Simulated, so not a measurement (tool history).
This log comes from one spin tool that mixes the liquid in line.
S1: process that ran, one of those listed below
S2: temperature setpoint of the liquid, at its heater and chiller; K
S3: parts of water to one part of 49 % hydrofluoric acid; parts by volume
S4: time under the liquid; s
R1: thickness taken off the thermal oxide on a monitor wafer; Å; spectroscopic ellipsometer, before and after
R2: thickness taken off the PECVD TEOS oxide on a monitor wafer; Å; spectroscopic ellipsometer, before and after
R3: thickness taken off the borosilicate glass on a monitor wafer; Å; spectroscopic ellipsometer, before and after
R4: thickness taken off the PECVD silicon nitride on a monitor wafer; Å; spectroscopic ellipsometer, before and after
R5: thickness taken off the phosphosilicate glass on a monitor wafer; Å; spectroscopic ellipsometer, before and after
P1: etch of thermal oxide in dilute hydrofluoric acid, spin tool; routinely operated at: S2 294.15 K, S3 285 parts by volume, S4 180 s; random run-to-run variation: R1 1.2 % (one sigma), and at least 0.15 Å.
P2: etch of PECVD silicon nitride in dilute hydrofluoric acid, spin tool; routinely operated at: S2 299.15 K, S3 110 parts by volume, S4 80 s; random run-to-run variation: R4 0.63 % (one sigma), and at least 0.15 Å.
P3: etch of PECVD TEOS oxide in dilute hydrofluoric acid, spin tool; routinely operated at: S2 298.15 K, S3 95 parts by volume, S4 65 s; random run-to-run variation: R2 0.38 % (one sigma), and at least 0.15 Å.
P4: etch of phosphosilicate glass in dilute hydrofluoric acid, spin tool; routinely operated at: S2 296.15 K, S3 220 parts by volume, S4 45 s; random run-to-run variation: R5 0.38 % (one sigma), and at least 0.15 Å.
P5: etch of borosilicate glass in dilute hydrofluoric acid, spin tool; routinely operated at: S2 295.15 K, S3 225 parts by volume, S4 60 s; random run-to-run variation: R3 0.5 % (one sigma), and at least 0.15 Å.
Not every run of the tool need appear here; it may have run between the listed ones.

run 1 day=0.358 | S1=P1 S2=294.15 S3=285 S4=180 | R1=23.4260
run 2 day=0.875 | S1=P3 S2=298.15 S3=95 S4=15 | R2=35.767
run 3 day=1.542 | S1=P5 S2=295.15 S3=335 S4=60 | R3=68.606
run 4 day=1.967 | S1=P1 S2=290.15 S3=285 S4=180 | R1=19.4710
run 5 day=2.354 | S1=P1 S2=294.15 S3=285 S4=180 | R1=23.2450
run 6 day=2.892 | S1=P5 S2=295.15 S3=225 S4=115 | R3=214.870
run 7 day=3.254 | S1=P1 S2=294.15 S3=285 S4=180 | R1=23.1600
run 8 day=4.067 | S1=P2 S2=299.15 S3=110 S4=80 | R4=47.247
run 9 day=4.775 | S1=P1 S2=294.15 S3=285 S4=20 | R1=2.7662
run 10 day=5.367 | S1=P2 S2=299.15 S3=55 S4=80 | R4=92.900
run 11 day=5.879 | S1=P4 S2=302.15 S3=220 S4=45 | R5=203.68
run 12 day=6.338 | S1=P1 S2=294.15 S3=465 S4=180 | R1=12.6650
run 13 day=6.958 | S1=P2 S2=305.65 S3=110 S4=80 | R4=70.508
run 14 day=7.517 | S1=P4 S2=296.15 S3=125 S4=45 | R5=320.27
run 15 day=7.908 | S1=P3 S2=298.15 S3=175 S4=65 | R2=77.488
run 16 day=8.388 | S1=P1 S2=294.15 S3=430 S4=105 | R1=8.3395
run 17 day=9.042 | S1=P3 S2=305.65 S3=95 S4=65 | R2=207.130
run 18 day=9.429 | S1=P1 S2=294.15 S3=80 S4=180 | R1=101.7900
run 19 day=10.188 | S1=P5 S2=301.15 S3=225 S4=60 | R3=139.490
run 20 day=10.900 | S1=P3 S2=298.15 S3=95 S4=65 | R2=156.380
run 21 day=11.267 | S1=P1 S2=294.15 S3=285 S4=180 | R1=22.9140
run 22 day=11.767 | S1=P5 S2=295.15 S3=225 S4=60 | R3=112.850
run 23 day=12.292 | S1=P2 S2=299.15 S3=110 S4=155 | R4=90.986
-- day=12.388 hydrofluoric acid flow meter replaced
run 24 day=12.933 | S1=P4 S2=296.15 S3=220 S4=45 | R5=165.40
run 25 day=13.500 | S1=P2 S2=299.15 S3=110 S4=80 | R4=47.080
run 26 day=14.104 | S1=P1 S2=294.15 S3=285 S4=180 | R1=23.6340
run 27 day=14.479 | S1=P1 S2=294.15 S3=285 S4=315 | R1=40.4540
run 28 day=15.071 | S1=P5 S2=295.15 S3=225 S4=60 | R3=112.890
run 29 day=15.696 | S1=P1 S2=294.15 S3=285 S4=180 | R1=23.5390
run 30 day=16.062 | S1=P4 S2=296.15 S3=220 S4=15 | R5=54.83
run 31 day=16.692 | S1=P1 S2=298.65 S3=285 S4=180 | R1=26.7070
run 32 day=17.175 | S1=P1 S2=294.15 S3=285 S4=180 | R1=23.4500
run 33 day=17.912 | S1=P1 S2=294.15 S3=285 S4=180 | R1=23.1210
run 34 day=18.625 | S1=P1 S2=294.15 S3=285 S4=180 | R1=24.2570
run 35 day=19.138 | S1=P1 S2=294.15 S3=285 S4=180 | R1=24.9880
run 36 day=19.800 | S1=P1 S2=294.15 S3=285 S4=180 | R1=24.7330
run 37 day=20.562 | S1=P1 S2=294.15 S3=285 S4=180 | R1=24.4730
run 38 day=21.125 | S1=P1 S2=294.15 S3=285 S4=180 | R1=24.9520
run 39 day=21.604 | S1=P1 S2=294.15 S3=285 S4=180 | R1=24.6490
run 40 day=22.292 | S1=P1 S2=294.15 S3=285 S4=180 | R1=25.2100
run 41 day=23.104 | S1=P1 S2=294.15 S3=285 S4=180 | R1=24.6550

P1 no longer gives what it gave before; its output has crept away from where it was. The following 2 causes, each at its listed size, fit the log equally well:
A: hydrofluoric acid flow above the setpoint (%) = 5.77
B: liquid hotter than its thermometer reads (K) = 1.97
Onset of the creep was near day 17.175.

Which of the 4 check runs listed below separates the causes, so that each cause would produce a clearly different result? Each run uses one wafer, and its results are marked with question marks.
run check 1 day=23.917 | S1=P4 S2=296.15 S3=220 S4=20 | R5=?
run check 2 day=23.917 | S1=P2 S2=304.15 S3=110 S4=80 | R4=?
run check 3 day=23.917 | S1=P3 S2=304.65 S3=95 S4=15 | R2=?
run check 4 day=23.917 | S1=P5 S2=300.15 S3=225 S4=85 | R3=?

Predicted outcomes, by check and by cause:
check=check_1 result=R5 if_A=78.385 if_B=78.650
check=check_2 result=R4 if_A=68.007 if_B=72.521
check=check_3 result=R2 if_A=49.310 if_B=49.744
check=check_4 result=R3 if_A=204.260 if_B=203.960
Separation of the two closest causes in each check, using whichever result separates them best: check 1 0.34 %; check 2 6.43 %; check 3 0.88 %; check 4 0.15 %
Only check 2 tells the causes apart: in the others they would give nearly the same result.

The results of check 2 are: R4 72.233 Å. Based on these, which of the listed causes is it?

B is the cause: liquid hotter than its thermometer reads (K).

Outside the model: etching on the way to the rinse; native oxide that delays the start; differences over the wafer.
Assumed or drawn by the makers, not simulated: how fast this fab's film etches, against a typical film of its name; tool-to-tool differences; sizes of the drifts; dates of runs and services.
